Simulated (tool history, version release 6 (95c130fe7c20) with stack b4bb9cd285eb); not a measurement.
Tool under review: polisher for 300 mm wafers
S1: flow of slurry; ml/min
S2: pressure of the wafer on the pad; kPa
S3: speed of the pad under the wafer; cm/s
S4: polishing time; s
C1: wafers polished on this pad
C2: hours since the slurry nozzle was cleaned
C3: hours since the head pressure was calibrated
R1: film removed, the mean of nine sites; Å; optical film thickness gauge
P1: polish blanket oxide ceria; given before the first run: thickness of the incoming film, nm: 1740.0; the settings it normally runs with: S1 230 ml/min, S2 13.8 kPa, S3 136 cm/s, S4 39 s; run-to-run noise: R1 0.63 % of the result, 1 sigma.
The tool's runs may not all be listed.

run 1 hour=7.0 | S1=230 S2=13.8 S3=136 S4=39 | C1=208 C2=146.7 C3=100.2 | R1=1519.00
run 2 hour=14.7 | S1=230 S2=13.8 S3=136 S4=39 | C1=286 C2=154.4 C3=107.9 | R1=1497.90
run 3 hour=20.9 | S1=230 S2=13.8 S3=136 S4=39 | C1=348 C2=160.6 C3=114.1 | R1=1503.10
-- hour=22.6 worn pad replaced by a new one
run 4 hour=29.9 | S1=140 S2=13.8 S3=136 S4=29 | C1=73 C2=169.6 C3=123.1 | R1=1043.80
run 5 hour=35.5 | S1=230 S2=13.8 S3=136 S4=39 | C1=130 C2=175.2 C3=128.7 | R1=1495.30
run 6 hour=45.9 | S1=140 S2=13.8 S3=136 S4=39 | C1=234 C2=185.6 C3=139.1 | R1=1397.50
run 7 hour=57.3 | S1=230 S2=19.3 S3=76 S4=39 | C1=349 C2=197.0 C3=150.5 | R1=1167.70
run 8 hour=67.9 | S1=230 S2=13.8 S3=136 S4=39 | C1=456 C2=207.6 C3=161.1 | R1=1490.30
run 9 hour=78.7 | S1=230 S2=13.8 S3=136 S4=18 | C1=565 C2=218.4 C3=171.9 | R1=689.16
-- hour=81.9 slurry nozzle cleaned
run 10 hour=85.0 | S1=230 S2=21.4 S3=136 S4=39 | C1=629 C2=3.2 C3=178.2 | R1=2332.40
run 11 hour=96.6 | S1=230 S2=13.8 S3=136 S4=49 | C1=746 C2=14.8 C3=189.8 | R1=1882.40
run 12 hour=107.8 | S1=230 S2=13.8 S3=136 S4=39 | C1=859 C2=26.0 C3=201.0 | R1=1506.10
run 13 hour=116.1 | S1=305 S2=13.8 S3=136 S4=39 | C1=942 C2=34.3 C3=209.3 | R1=1535.90
run 14 hour=122.9 | S1=230 S2=13.8 S3=192 S4=39 | C1=1011 C2=41.1 C3=216.1 | R1=2125.70
run 15 hour=131.8 | S1=230 S2=6.2 S3=136 S4=39 | C1=1101 C2=50.0 C3=225.0 | R1=679.23
run 16 hour=139.3 | S1=230 S2=13.8 S3=76 S4=26 | C1=1176 C2=57.5 C3=232.5 | R1=558.78
run 17 hour=145.2 | S1=230 S2=13.8 S3=98 S4=39 | C1=1236 C2=63.4 C3=238.4 | R1=1073.70
run 18 hour=155.5 | S1=230 S2=13.8 S3=136 S4=39 | C1=1340 C2=73.7 C3=248.7 | R1=1491.10
run 19 hour=162.3 | S1=230 S2=13.8 S3=136 S4=39 | C1=1408 C2=80.5 C3=255.5 | R1=1466.90
run 20 hour=169.8 | S1=230 S2=13.8 S3=136 S4=39 | C1=1484 C2=88.0 C3=263.0 | R1=1453.80
run 21 hour=177.6 | S1=230 S2=13.8 S3=136 S4=39 | C1=1562 C2=95.8 C3=270.8 | R1=1434.50
run 22 hour=188.6 | S1=230 S2=13.8 S3=136 S4=39 | C1=1673 C2=106.8 C3=281.8 | R1=1419.70
-- hour=193.5 worn pad replaced by a new one
run 23 hour=197.5 | S1=230 S2=13.8 S3=136 S4=39 | C1=40 C2=115.7 C3=290.7 | R1=1428.10

What will run 24 give?
run 24 hour=205.9 | S1=230 S2=13.8 S3=136 S4=39 | C1=125 C2=124.1 C3=299.1 | R1=?

{"run 24": {"R1": 1418.6}}
